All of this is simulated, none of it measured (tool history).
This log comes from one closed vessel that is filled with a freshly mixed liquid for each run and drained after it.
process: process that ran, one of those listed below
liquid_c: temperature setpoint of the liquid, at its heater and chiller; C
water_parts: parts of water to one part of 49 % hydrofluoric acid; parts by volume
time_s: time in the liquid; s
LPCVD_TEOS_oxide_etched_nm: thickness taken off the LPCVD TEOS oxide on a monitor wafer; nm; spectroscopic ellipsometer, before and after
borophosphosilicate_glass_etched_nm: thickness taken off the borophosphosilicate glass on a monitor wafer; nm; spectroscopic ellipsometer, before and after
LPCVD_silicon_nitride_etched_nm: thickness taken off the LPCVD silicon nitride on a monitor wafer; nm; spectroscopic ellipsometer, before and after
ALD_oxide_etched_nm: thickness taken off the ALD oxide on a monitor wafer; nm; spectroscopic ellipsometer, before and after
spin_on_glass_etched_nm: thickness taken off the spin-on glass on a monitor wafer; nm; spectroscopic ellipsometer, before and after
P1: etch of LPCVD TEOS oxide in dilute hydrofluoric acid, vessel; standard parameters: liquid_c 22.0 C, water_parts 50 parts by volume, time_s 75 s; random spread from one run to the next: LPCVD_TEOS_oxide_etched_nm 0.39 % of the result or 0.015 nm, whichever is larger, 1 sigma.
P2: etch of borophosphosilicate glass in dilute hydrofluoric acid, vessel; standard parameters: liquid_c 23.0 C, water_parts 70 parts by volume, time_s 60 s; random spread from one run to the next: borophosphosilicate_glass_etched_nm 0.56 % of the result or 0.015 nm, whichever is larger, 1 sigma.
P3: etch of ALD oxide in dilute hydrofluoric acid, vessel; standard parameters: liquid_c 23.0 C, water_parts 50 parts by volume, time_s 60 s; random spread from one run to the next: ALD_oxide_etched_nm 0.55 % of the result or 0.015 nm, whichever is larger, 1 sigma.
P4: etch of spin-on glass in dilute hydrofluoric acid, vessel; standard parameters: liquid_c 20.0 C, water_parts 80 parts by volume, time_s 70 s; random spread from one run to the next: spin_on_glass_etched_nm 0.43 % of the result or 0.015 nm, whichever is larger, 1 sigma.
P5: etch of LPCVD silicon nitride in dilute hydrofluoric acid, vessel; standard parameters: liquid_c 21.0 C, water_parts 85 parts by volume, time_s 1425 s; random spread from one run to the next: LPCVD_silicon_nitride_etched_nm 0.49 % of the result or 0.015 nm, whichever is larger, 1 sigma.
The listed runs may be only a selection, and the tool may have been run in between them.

run   hour  process  liquid_c  water_parts  time_s  hours since the thermometer was replaced  hours since the hydrofluoric acid flow meter was replaced  LPCVD_TEOS_oxide_etched_nm  borophosphosilicate_glass_etched_nm  LPCVD_silicon_nitride_etched_nm  ALD_oxide_etched_nm  spin_on_glass_etched_nm
  1    2.3       P1      22.0           50      75                                     341.7                                                     1241.1                      43.744
  2    5.5       P1      22.0           75      75                                     344.9                                                     1244.3                      27.990
  3    8.3       P2      23.0           70      60                                     347.7                                                     1247.1                                                           68.010
  4   10.8       P5      21.0          150    1425                                     350.2                                                     1249.6                                                                                            3.6600
  5   15.3       P1      22.0           50      30                                     354.7                                                     1254.1                      17.536
  6   18.7       P1      22.0           20      30                                     358.1                                                     1257.5                      45.417
  7   22.9       P2      23.0           30      60                                     362.3                                                     1261.7                                                          165.920
  8   27.2       P3      23.0           50      30                                     366.6                                                     1266.0                                                                                                                 17.907
  9   31.5       P1      22.0           50     115                                     370.9                                                     1270.3                      66.885
 10   34.4       P1      25.5           50      75                                     373.8                                                     1273.2                      50.688
 11   37.5       P5      21.0           85    2500                                     376.9                                                     1276.3                                                                                           11.3430
 12   40.8       P3      27.0           50      60                                     380.2                                                     1279.6                                                                                                                 42.743
 13   44.3       P1      22.0           50      75                                     383.7                                                     1283.1                      43.802
 14   46.6       P3      23.0           50      60                                     386.0                                                     1285.4                                                                                                                 35.783
 15   49.6       P1      22.0           20      75                                     389.0                                                     1288.4                     113.250
 16   52.6       P1      22.0           50      75                                     392.0                                                     1291.4                      43.541
 17   55.6       P1      17.5           50      75                                     395.0                                                     1294.4                      36.104
 18   59.6       P1      22.0           50      75                                     399.0                                                     1298.4                      43.858
 19   62.9       P1      22.0           50      75                                     402.3                                                     1301.7                      43.774
 20   65.6       P1      22.0           50      75                                     405.0                                                     1304.4                      43.751
 21   69.0       P3      23.0           20      60                                     408.4                                                     1307.8                                                                                                                 93.780
 22   73.5       P4      17.0           80      70                                     412.9                                                     1312.3                                                                                                                                          44.724
 23   76.7       P4      20.0           80      70                                     416.1                                                     1315.5                                                                                                                                          50.862
 24   79.6       P4      20.0           40      70                                     419.0                                                     1318.4                                                                                                                                         106.830
 25   82.3       P4      20.0           80      35                                     421.7                                                     1321.1                                                                                                                                          25.452
 26   86.9       P2      17.5           70      60                                     426.3                                                     1325.7                                                           54.100
 27   89.7       P5      27.5           85    1425                                     429.1                                                     1328.5                                                                                            9.9787
 28   92.5       P4      20.0           80      70                                     431.9                                                     1331.3                                                                                                                                          50.988
 29   94.9       P5      21.0           85    1425                                     434.3                                                     1333.7                                                                                            6.4505
 30   97.6       P3      23.0           50      60                                     437.0                                                     1336.4                                                                                                                 36.294
 31  100.9       P1      22.0           50      75                                     440.3                                                     1339.7                      43.640
 32  103.5       P2      23.0           70      30                                     442.9                                                     1342.3                                                           34.141
 33  107.8       P1      22.0           50      75                                     447.2                                                     1346.6                      43.473
 34  111.1       P1      22.0           50      75                                     450.5                                                     1349.9                      45.017
 35  114.4       P1      22.0           50      75                                     453.8                                                     1353.2                      45.652
 36  118.1       P1      22.0           50      75                                     457.5                                                     1356.9                      46.259
 37  121.1       P1      22.0           50      75                                     460.5                                                     1359.9                      46.619
 38  124.1       P1      22.0           50      75                                     463.5                                                     1362.9                      46.726
 39  126.3       P1      22.0           50      75                                     465.7                                                     1365.1                      47.117
 40  129.9       P1      22.0           50      75                                     469.3                                                     1368.7                      46.457
 41  132.4       P1      22.0           50      75                                     471.8                                                     1371.2                      46.555

Compared with where it was, what P1 gives has crept away. Each cause listed below fits the log as well as the rest, at the size given for it:
A: liquid hotter than its thermometer reads (K) = 1.65
B: hydrofluoric acid flow above the setpoint (%) = 6.64
The gradual shift began around hour 107.8.

Question marks stand in for the results of the 4 check runs listed below, each run on one wafer. Under which run would the listed causes show clearly different results?
check 1  134.9       P5      21.0           85    1425                                                                                                                                                                                                      ?
check 2  134.9       P3      23.0           50      60                                                                                                                                                                                                                           ?
check 3  134.9       P4      20.0           80      70                                                                                                                                                                                                                                                    ?
check 4  134.9       P2      23.0           70      60                                                                                                                                                                     ?

If the cause were each of the candidates in turn, the checks would give the following:
  check                               result    if A    if B
check 1      LPCVD_silicon_nitride_etched_nm  7.2056  6.8644
check 2                  ALD_oxide_etched_nm  38.532  38.542
check 3              spin_on_glass_etched_nm  54.612  54.713
check 4  borophosphosilicate_glass_etched_nm  72.664  72.872
Minimum pairwise separation of causes per check, each pair taken at its best-separating result: check 1 4.85 %; check 2 0.03 %; check 3 0.18 %; check 4 0.29 %
The other checks would show nearly matching results whichever cause is true, so check 1 is the only one that separates the causes.

The results of check 1 are: LPCVD_silicon_nitride_etched_nm 7.2199 nm. Based on these, which of the listed causes is it?

It is A: liquid hotter than its thermometer reads (K).
